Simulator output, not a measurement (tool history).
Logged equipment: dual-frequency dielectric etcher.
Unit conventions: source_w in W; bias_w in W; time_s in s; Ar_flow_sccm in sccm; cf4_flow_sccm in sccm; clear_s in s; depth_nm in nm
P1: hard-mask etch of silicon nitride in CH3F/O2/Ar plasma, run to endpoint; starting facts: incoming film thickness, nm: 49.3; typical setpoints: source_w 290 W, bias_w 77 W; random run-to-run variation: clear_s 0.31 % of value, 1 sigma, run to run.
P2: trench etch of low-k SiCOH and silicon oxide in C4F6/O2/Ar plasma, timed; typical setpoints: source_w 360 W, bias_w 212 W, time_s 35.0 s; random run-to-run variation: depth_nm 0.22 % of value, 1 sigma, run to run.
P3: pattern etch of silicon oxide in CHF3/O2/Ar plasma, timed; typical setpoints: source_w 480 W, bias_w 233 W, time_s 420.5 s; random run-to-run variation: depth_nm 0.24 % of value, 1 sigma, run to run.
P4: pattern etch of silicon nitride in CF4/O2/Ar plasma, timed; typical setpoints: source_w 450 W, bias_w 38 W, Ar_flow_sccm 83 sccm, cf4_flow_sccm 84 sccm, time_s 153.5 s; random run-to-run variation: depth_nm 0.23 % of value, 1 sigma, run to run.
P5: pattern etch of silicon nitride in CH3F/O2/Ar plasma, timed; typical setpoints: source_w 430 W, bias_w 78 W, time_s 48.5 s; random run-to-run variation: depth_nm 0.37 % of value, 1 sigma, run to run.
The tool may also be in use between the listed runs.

| run | hour | process | source_w | bias_w | time_s | Ar_flow_sccm | cf4_flow_sccm | hours since the last wet clean | hours since the last source power generator calibration | hours since the last bias power generator calibration | clear_s | depth_nm |
|---|---|---|---|---|---|---|---|---|---|---|---|---|
| 1 | 5.4 | P1 | 290 | 77 |  |  |  | 215.6 | 1292.1 | 1052.6 | 78.386 |  |
| 2 | 13.0 | P5 | 430 | 78 | 29.0 |  |  | 223.2 | 1299.7 | 1060.2 |  | 22.451 |
| 3 | 19.4 | P2 | 360 | 212 | 35.0 |  |  | 229.6 | 1306.1 | 1066.6 |  | 112.100 |
| 4 | 23.3 | P4 | 450 | 38 | 153.5 | 83 | 117 | 233.5 | 1310.0 | 1070.5 |  | 252.000 |
| 5 | 28.1 | P1 | 350 | 97 |  |  |  | 238.3 | 1314.8 | 1075.3 | 67.268 |  |
| 6 | 32.6 | P2 | 360 | 212 | 35.0 |  |  | 242.8 | 1319.3 | 1079.8 |  | 111.700 |
| 7 | 36.7 | P1 | 290 | 77 |  |  |  | 246.9 | 1323.4 | 1083.9 | 78.367 |  |
| 8 | 43.5 | P5 | 430 | 78 | 48.5 |  |  | 253.7 | 1330.2 | 1090.7 |  | 37.303 |
| 9 | 47.4 | P1 | 290 | 77 |  |  |  | 257.6 | 1334.1 | 1094.6 | 77.915 |  |
| 10 | 51.9 | P3 | 480 | 233 | 304.0 |  |  | 262.1 | 1338.6 | 1099.1 |  | 615.970 |
| 11 | 56.9 | P1 | 230 | 59 |  |  |  | 267.1 | 1343.6 | 1104.1 | 93.669 |  |
| 12 | 61.4 | P5 | 330 | 78 | 48.5 |  |  | 271.6 | 1348.1 | 1108.6 |  | 33.928 |
|  | 64.0 | source power generator calibrated |
| 13 | 66.5 | P1 | 290 | 61 |  |  |  | 276.7 | 2.6 | 1113.7 | 84.800 |  |
| 14 | 73.8 | P3 | 480 | 187 | 420.5 |  |  | 284.0 | 9.9 | 1121.0 |  | 793.100 |
|  | 79.2 | wet clean of the chamber |
| 15 | 82.0 | P4 | 450 | 53 | 153.5 | 83 | 84 | 2.9 | 18.1 | 1129.2 |  | 273.410 |
| 16 | 88.6 | P3 | 480 | 233 | 420.5 |  |  | 9.5 | 24.7 | 1135.8 |  | 851.690 |
| 17 | 96.1 | P3 | 630 | 233 | 420.5 |  |  | 17.0 | 32.2 | 1143.3 |  | 949.200 |
| 18 | 100.4 | P1 | 290 | 94 |  |  |  | 21.3 | 36.5 | 1147.6 | 72.680 |  |
| 19 | 106.4 | P2 | 360 | 212 | 45.0 |  |  | 27.3 | 42.5 | 1153.6 |  | 144.000 |
| 20 | 113.7 | P3 | 480 | 233 | 420.5 |  |  | 34.6 | 49.8 | 1160.9 |  | 851.080 |
| 21 | 121.3 | P4 | 340 | 38 | 153.5 | 83 | 84 | 42.2 | 57.4 | 1168.5 |  | 189.550 |

What does the tool deliver on the next run?
| 22 | 126.9 | P1 | 360 | 77 |  |  |  | 47.8 | 63.0 | 1174.1 | ? |  |

clear_s: 72.257 s
